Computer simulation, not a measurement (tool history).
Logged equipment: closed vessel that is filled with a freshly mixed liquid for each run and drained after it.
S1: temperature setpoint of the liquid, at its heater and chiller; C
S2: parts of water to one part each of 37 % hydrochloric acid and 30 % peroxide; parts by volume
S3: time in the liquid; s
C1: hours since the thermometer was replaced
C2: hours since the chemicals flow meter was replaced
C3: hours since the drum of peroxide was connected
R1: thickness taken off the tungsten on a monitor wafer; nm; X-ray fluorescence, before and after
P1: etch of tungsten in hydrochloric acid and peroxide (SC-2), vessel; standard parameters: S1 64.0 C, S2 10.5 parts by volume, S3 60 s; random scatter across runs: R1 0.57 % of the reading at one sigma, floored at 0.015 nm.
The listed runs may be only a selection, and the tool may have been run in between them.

run	day	S1	S2	S3	C1	C2	C3	R1
1	0.167	64.0	10.5	60	1423.9	131.4	284.9	39.945
2	0.362	64.0	4.0	60	1428.6	136.1	289.6	82.609
3	0.475	64.0	10.5	60	1431.3	138.8	292.3	40.317
# day 0.525: chemicals flow meter replaced
4	0.671	64.0	10.5	60	1436.0	3.6	297.0	40.185
5	0.908	72.0	10.5	60	1441.7	9.3	302.7	64.433
6	1.058	64.0	10.5	115	1445.3	12.9	306.3	77.127
7	1.233	64.0	10.5	60	1449.5	17.1	310.5	40.327
8	1.358	64.0	10.5	35	1452.5	20.1	313.5	23.563
9	1.612	64.0	17.5	60	1458.6	26.2	319.6	25.846
10	1.775	47.5	10.5	60	1462.5	30.1	323.5	13.904
11	1.996	64.0	5.5	30	1467.8	35.4	328.8	33.711
12	2.250	64.0	10.5	60	1473.9	41.5	334.9	40.446
13	2.504	64.0	10.5	60	1480.0	47.6	341.0	40.432
14	2.754	64.0	10.5	60	1486.0	53.6	347.0	41.610
15	2.904	64.0	10.5	60	1489.6	57.2	350.6	42.234
16	3.100	64.0	10.5	60	1494.3	61.9	355.3	43.075
17	3.279	64.0	10.5	60	1498.6	66.2	359.6	43.055
18	3.392	64.0	10.5	60	1501.3	68.9	362.3	42.764
19	3.621	64.0	10.5	60	1506.8	74.4	367.8	43.473
20	3.812	64.0	10.5	60	1511.4	79.0	372.4	43.402
21	3.929	64.0	10.5	60	1514.2	81.8	375.2	43.714
22	4.062	64.0	10.5	60	1517.4	85.0	378.4	43.708

Compared with where it was, what P1 gives has crept away. Each cause listed below fits the log as well as the rest, at the size given for it:
A: liquid hotter than its thermometer reads (K) = 1.33
B: chemicals flow above the setpoint (%) = 10.2
The process output started creeping at around day 2.504.
Each remaining cause and why it is not a fit:
peroxide weaker than its label (%): cannot exceed 8; that much would move R1 by -7.4 %, which falls short of the creep or goes against it

The 4 check runs listed below each average the results of 5 wafers, and their outcomes are marked with question marks. Under which run would the listed causes produce clearly different results?
check 1	4.196	53.0	4.5	60				?
check 2	4.196	58.5	16.5	60				?
check 3	4.196	64.0	15.5	60				?
check 4	4.196	64.0	13.5	115				?

Predicted outcomes, by check and by cause:
check	result	if A	if B
check 1	R1	42.026	41.177
check 2	R1	20.979	21.027
check 3	R1	31.151	31.289
check 4	R1	67.410	67.608
Separation of the two closest causes in each check, using whichever result separates them best: check 1 2.04 %; check 2 0.23 %; check 3 0.44 %; check 4 0.29 %
Check 1 is the one run that separates the causes; every other check would come out nearly the same whichever cause is at work.

The results of check 1 are: R1 41.092 nm. Based on these, which of the listed causes is it?

The correct cause is B, namely: chemicals flow above the setpoint (%).
